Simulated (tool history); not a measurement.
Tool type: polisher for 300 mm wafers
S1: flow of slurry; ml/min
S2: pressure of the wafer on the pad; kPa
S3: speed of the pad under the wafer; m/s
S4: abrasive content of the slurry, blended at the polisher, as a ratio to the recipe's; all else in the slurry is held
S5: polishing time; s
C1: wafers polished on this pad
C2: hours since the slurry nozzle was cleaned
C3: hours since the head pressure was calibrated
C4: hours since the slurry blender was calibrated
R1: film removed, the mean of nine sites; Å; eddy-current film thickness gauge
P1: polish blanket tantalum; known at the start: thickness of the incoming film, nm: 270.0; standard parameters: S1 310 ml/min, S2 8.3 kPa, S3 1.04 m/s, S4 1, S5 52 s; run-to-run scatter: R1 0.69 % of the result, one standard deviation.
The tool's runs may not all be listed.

| run | hour | S1 | S2 | S3 | S4 | S5 | C1 | C2 | C3 | C4 | R1 |
|---|---|---|---|---|---|---|---|---|---|---|---|
| 1 | 13.2 | 310 | 8.3 | 1.04 | 1 | 52 | 586 | 144.9 | 916.7 | 237.1 | 532.41 |
| 2 | 23.9 | 310 | 4.1 | 1.04 | 1 | 52 | 677 | 155.6 | 927.4 | 247.8 | 271.25 |
| 3 | 38.3 | 310 | 8.3 | 1.04 | 1 | 81 | 800 | 170 | 941.8 | 262.2 | 837.97 |
|  | 45 | slurry blender recalibrated |
| 4 | 56.3 | 310 | 8.3 | 1.04 | 1 | 52 | 953 | 188 | 959.8 | 11.3 | 540.66 |
| 5 | 71 | 310 | 8.3 | 1.04 | 1 | 52 | 1079 | 202.7 | 974.5 | 26 | 539.03 |
| 6 | 80.9 | 490 | 8.3 | 1.04 | 1 | 52 | 1163 | 212.6 | 984.4 | 35.9 | 563.75 |
| 7 | 93.4 | 310 | 11 | 1.04 | 1.35 | 52 | 1270 | 225.1 | 996.9 | 48.4 | 775.51 |
| 8 | 108.7 | 310 | 8.3 | 1.04 | 1 | 23 | 1401 | 240.4 | 1012.2 | 63.7 | 238.8 |
| 9 | 117.7 | 310 | 8.3 | 0.56 | 1 | 52 | 1477 | 249.4 | 1021.2 | 72.7 | 291.4 |
| 10 | 130.1 | 310 | 8.3 | 1.04 | 1 | 52 | 1583 | 261.8 | 1033.6 | 85.1 | 540.35 |
| 11 | 145 | 310 | 8.3 | 1.04 | 1.45 | 52 | 1710 | 276.7 | 1048.5 | 100 | 589.4 |
| 12 | 157.8 | 310 | 8.3 | 1.04 | 0.7 | 52 | 1820 | 289.5 | 1061.3 | 112.8 | 484.48 |
| 13 | 175.9 | 310 | 8.3 | 1.04 | 1 | 52 | 1974 | 307.6 | 1079.4 | 130.9 | 542.8 |
| 14 | 184.1 | 310 | 12.4 | 1.04 | 1 | 52 | 2044 | 315.8 | 1087.6 | 139.1 | 820.87 |
| 15 | 196.4 | 210 | 8.3 | 1.04 | 1 | 52 | 2149 | 328.1 | 1099.9 | 151.4 | 521.11 |
| 16 | 208 | 310 | 8.3 | 1.58 | 1 | 52 | 2248 | 339.7 | 1111.5 | 163 | 821.99 |
| 17 | 221.7 | 310 | 8.3 | 1.04 | 1 | 52 | 2365 | 353.4 | 1125.2 | 176.7 | 537.51 |
| 18 | 231.3 | 310 | 8.3 | 1.04 | 1 | 52 | 2447 | 363 | 1134.8 | 186.3 | 528.34 |
| 19 | 244.8 | 310 | 8.3 | 1.04 | 1 | 52 | 2562 | 376.5 | 1148.3 | 199.8 | 510.83 |
| 20 | 259.8 | 310 | 8.3 | 1.04 | 1 | 52 | 2690 | 391.5 | 1163.3 | 214.8 | 509.61 |
| 21 | 269.4 | 310 | 8.3 | 1.04 | 1 | 52 | 2772 | 401.1 | 1172.9 | 224.4 | 499.84 |
|  | 282.7 | worn pad replaced by a new one |
| 22 | 286.3 | 310 | 8.3 | 1.04 | 1 | 52 | 31 | 418 | 1189.8 | 241.3 | 495.29 |

Predict the results of run 23:
| 23 | 296.1 | 310 | 8.3 | 1.04 | 1 | 52 | 115 | 427.8 | 1199.6 | 251.1 | ? |

{"run 23": {"R1": 500.46}}
